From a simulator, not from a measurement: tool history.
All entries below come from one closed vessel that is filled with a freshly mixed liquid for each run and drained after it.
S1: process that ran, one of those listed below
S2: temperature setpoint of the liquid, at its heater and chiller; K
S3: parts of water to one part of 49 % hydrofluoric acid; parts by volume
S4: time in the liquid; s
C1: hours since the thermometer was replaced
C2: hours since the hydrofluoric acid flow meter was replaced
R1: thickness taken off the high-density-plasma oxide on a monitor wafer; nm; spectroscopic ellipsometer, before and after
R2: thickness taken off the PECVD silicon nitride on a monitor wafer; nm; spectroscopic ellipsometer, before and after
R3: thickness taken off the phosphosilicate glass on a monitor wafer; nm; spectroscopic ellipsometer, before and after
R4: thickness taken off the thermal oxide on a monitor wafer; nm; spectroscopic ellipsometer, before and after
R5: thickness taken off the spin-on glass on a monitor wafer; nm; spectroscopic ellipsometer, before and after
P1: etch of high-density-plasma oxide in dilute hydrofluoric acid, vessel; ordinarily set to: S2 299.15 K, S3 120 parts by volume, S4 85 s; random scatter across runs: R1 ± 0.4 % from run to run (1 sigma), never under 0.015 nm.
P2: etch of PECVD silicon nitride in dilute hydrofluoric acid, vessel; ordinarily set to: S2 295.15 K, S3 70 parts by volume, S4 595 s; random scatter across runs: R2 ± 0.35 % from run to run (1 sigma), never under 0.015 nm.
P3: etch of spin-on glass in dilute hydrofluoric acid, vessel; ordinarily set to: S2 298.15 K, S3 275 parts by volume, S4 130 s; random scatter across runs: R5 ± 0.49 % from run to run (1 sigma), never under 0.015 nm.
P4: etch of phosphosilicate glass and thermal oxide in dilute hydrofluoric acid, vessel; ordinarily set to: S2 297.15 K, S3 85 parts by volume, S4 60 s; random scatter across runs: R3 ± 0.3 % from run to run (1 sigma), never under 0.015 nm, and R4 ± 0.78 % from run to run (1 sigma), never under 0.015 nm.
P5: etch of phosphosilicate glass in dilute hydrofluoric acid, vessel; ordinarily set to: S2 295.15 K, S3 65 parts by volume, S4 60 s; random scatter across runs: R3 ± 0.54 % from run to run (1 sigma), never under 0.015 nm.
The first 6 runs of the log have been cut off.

run,hour,S1,S2,S3,S4,C1,C2,R1,R2,R3,R4,R5
7,65.9,P1,303.15,120,85,370.7,542.7,6.5922,,,,
8,75.9,P1,299.15,65,85,380.7,552.7,11.2540,,,,
9,85.5,P1,299.15,120,45,390.3,562.3,3.0046,,,,
10,97.2,P2,295.15,100,595,402.0,574.0,,12.025,,,
11,103.5,P3,298.15,60,130,408.3,580.3,,,,,75.309
12,114.9,P3,302.15,275,130,419.7,591.7,,,,,14.748
13,122.3,P1,295.15,120,85,427.1,599.1,4.8613,,,,
14,129.7,P1,299.15,120,85,434.5,606.5,5.6530,,,,
15,141.5,P3,298.15,275,240,446.3,618.3,,,,,23.870
16,151.7,P2,295.15,70,595,456.5,628.5,,16.916,,,
17,164.4,P1,299.15,120,85,469.2,641.2,5.7382,,,,
18,175.7,P4,303.15,85,60,480.5,652.5,,,62.687,4.4298,
19,183.1,P4,297.15,85,35,487.9,659.9,,,28.877,2.0326,
20,192.1,P4,297.15,85,60,496.9,668.9,,,49.680,3.4698,
21,198.5,P3,298.15,275,130,503.3,675.3,,,,,12.876
22,205.1,P5,295.15,65,60,509.9,681.9,,,116.570,,
23,215.0,P3,298.15,275,130,519.8,691.8,,,,,12.744
24,226.4,P2,295.15,70,1140,531.2,703.2,,32.390,,,
25,235.4,P1,305.15,120,125,540.2,712.2,10.4580,,,,

Run 26, settings as shown, results not yet in. Your forecast:
26,246.8,P5,299.65,65,60,551.6,723.6,,,?,,

R3: 137.580 nm
